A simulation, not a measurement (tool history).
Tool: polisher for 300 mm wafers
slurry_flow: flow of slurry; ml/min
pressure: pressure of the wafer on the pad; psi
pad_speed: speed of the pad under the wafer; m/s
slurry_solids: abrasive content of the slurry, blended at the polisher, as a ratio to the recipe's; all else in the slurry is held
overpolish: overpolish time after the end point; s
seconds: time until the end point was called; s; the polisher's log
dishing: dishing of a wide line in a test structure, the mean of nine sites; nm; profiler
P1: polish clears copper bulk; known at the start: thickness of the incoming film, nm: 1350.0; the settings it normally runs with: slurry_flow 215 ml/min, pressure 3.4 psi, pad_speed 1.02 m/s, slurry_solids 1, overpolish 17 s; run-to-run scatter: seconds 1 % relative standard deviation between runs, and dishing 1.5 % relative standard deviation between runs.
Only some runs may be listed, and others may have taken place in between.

Run 1, day 0.625: slurry_flow 215 ml/min, pressure 3.4 psi, pad_speed 1.02 m/s, slurry_solids 1, overpolish 17 s. Result: seconds 102.15 s, dishing 53.123 nm.
Run 2, day 1.171: slurry_flow 275 ml/min, pressure 3.4 psi, pad_speed 1.02 m/s, slurry_solids 1, overpolish 17 s. Result: seconds 99.965 s, dishing 53.624 nm.
Run 3, day 1.762: slurry_flow 215 ml/min, pressure 3.4 psi, pad_speed 1.02 m/s, slurry_solids 1.3, overpolish 17 s. Result: seconds 95.48 s, dishing 53.865 nm.
Run 4, day 2.229: slurry_flow 215 ml/min, pressure 2.2 psi, pad_speed 1.02 m/s, slurry_solids 1, overpolish 17 s. Result: seconds 161.1 s, dishing 45.996 nm.
Run 5, day 2.621: slurry_flow 215 ml/min, pressure 3.4 psi, pad_speed 1.02 m/s, slurry_solids 1, overpolish 5 s. Result: seconds 102.21 s, dishing 34.441 nm.
Run 6, day 2.971: slurry_flow 215 ml/min, pressure 3.4 psi, pad_speed 0.46 m/s, slurry_solids 1, overpolish 17 s. Result: seconds 230.55 s, dishing 42.328 nm.
Run 7, day 3.575: slurry_flow 215 ml/min, pressure 3.4 psi, pad_speed 1.6 m/s, slurry_solids 1, overpolish 17 s. Result: seconds 64.805 s, dishing 54.049 nm.
Run 8, day 4.071: slurry_flow 215 ml/min, pressure 3.4 psi, pad_speed 1.02 m/s, slurry_solids 1, overpolish 17 s. Result: seconds 101.89 s, dishing 52.512 nm.
Run 9, day 4.733: slurry_flow 215 ml/min, pressure 3.4 psi, pad_speed 1.02 m/s, slurry_solids 1, overpolish 17 s. Result: seconds 101.69 s, dishing 52.074 nm.
Run 10, day 5.388: slurry_flow 215 ml/min, pressure 3.4 psi, pad_speed 1.02 m/s, slurry_solids 0.5, overpolish 17 s. Result: seconds 117.52 s, dishing 53.067 nm.
Run 11, day 5.892: slurry_flow 215 ml/min, pressure 5.2 psi, pad_speed 1.02 m/s, slurry_solids 1, overpolish 17 s. Result: seconds 65.677 s, dishing 56.861 nm.
Run 12, day 6.454: slurry_flow 215 ml/min, pressure 3.4 psi, pad_speed 1.02 m/s, slurry_solids 1, overpolish 33 s. Result: seconds 103 s, dishing 54.147 nm.
Run 13, day 7.138: slurry_flow 130 ml/min, pressure 3.4 psi, pad_speed 1.02 m/s, slurry_solids 1, overpolish 17 s. Result: seconds 109.76 s, dishing 50.857 nm.
Run 14, day 7.471: slurry_flow 215 ml/min, pressure 3.4 psi, pad_speed 1.02 m/s, slurry_solids 1, overpolish 17 s. Result: seconds 101.63 s, dishing 53.713 nm.
Run 15, day 8.158: slurry_flow 265 ml/min, pressure 3.4 psi, pad_speed 0.48 m/s, slurry_solids 1, overpolish 17 s. Result: seconds 206.22 s, dishing 44.141 nm.
Run 16, day 8.488: slurry_flow 215 ml/min, pressure 3.4 psi, pad_speed 1.02 m/s, slurry_solids 1, overpolish 17 s. Result: seconds 101.72 s, dishing 52.093 nm.
Run 17, day 9.129: slurry_flow 215 ml/min, pressure 3.4 psi, pad_speed 1.02 m/s, slurry_solids 1, overpolish 17 s. Result: seconds 101.56 s, dishing 51.547 nm.
Run 18, day 9.525: slurry_flow 215 ml/min, pressure 3.4 psi, pad_speed 1.02 m/s, slurry_solids 1, overpolish 17 s. Result: seconds 104.38 s, dishing 52.98 nm.
Run 19, day 9.892: slurry_flow 215 ml/min, pressure 3.4 psi, pad_speed 1.02 m/s, slurry_solids 1, overpolish 17 s. Result: seconds 106.83 s, dishing 52.052 nm.
Run 20, day 10.517: slurry_flow 215 ml/min, pressure 3.4 psi, pad_speed 1.02 m/s, slurry_solids 1, overpolish 17 s. Result: seconds 106.87 s, dishing 51.801 nm.
At day 10.617: slurry blender recalibrated.
Run 21, day 11.096: slurry_flow 215 ml/min, pressure 3.4 psi, pad_speed 1.02 m/s, slurry_solids 1, overpolish 17 s. Result: seconds 107.99 s, dishing 52.691 nm.

Forecast run 22:
Run 22, day 11.467: slurry_flow 215 ml/min, pressure 3.4 psi, pad_speed 1.02 m/s, slurry_solids 1, overpolish 17 s. Result: seconds ?, dishing ?.

Logged for run 22: seconds 107.89 s, dishing 52.337 nm.

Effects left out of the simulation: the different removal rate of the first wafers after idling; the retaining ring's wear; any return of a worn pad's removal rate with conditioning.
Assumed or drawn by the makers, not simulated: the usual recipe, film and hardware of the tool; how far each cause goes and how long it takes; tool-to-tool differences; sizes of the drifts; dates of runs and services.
